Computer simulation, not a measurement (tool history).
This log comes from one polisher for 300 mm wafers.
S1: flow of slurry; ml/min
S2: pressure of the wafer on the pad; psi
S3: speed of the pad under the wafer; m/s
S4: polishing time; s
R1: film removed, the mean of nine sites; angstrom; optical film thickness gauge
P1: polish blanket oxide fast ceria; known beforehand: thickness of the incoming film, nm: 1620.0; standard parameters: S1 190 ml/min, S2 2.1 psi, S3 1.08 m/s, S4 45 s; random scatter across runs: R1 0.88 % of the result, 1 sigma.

run,hour,S1,S2,S3,S4,R1
1,15.2,190,2.1,1.08,45,4670.2
2,23.5,275,2.1,1.38,45,6168.8
3,32.8,190,2.1,1.08,23,2409.8
4,44.9,190,2.1,1.08,45,4637.7
# hour 55.1: slurry nozzle cleaned
5,60.7,190,3.1,1.08,45,6970.7
6,79.3,190,2.1,1.08,59,6083.4
7,87.9,190,2.1,1.08,45,4697.5
8,103.1,290,2.1,1.08,45,4868.4
9,111.4,190,2.1,1.58,67,9968.7
10,123.8,190,2.1,1.08,45,4617.5
11,139,190,2.1,0.64,45,2728.7
12,153,115,2.1,1.08,45,4308.8
13,164.5,190,2.1,1.08,45,4671.9
14,175.1,190,2.1,1.08,45,4663.5
15,185.9,190,2.1,1.4,45,5957.6
16,202.9,190,1.1,1.08,45,2440
17,212.6,190,2.1,1.08,45,4672.6
18,221.9,190,2.1,1.08,45,4550.2

Run 19 is up next; what results do you expect?
19,239,190,2.1,1.08,45,?

R1: 4500 angstrom
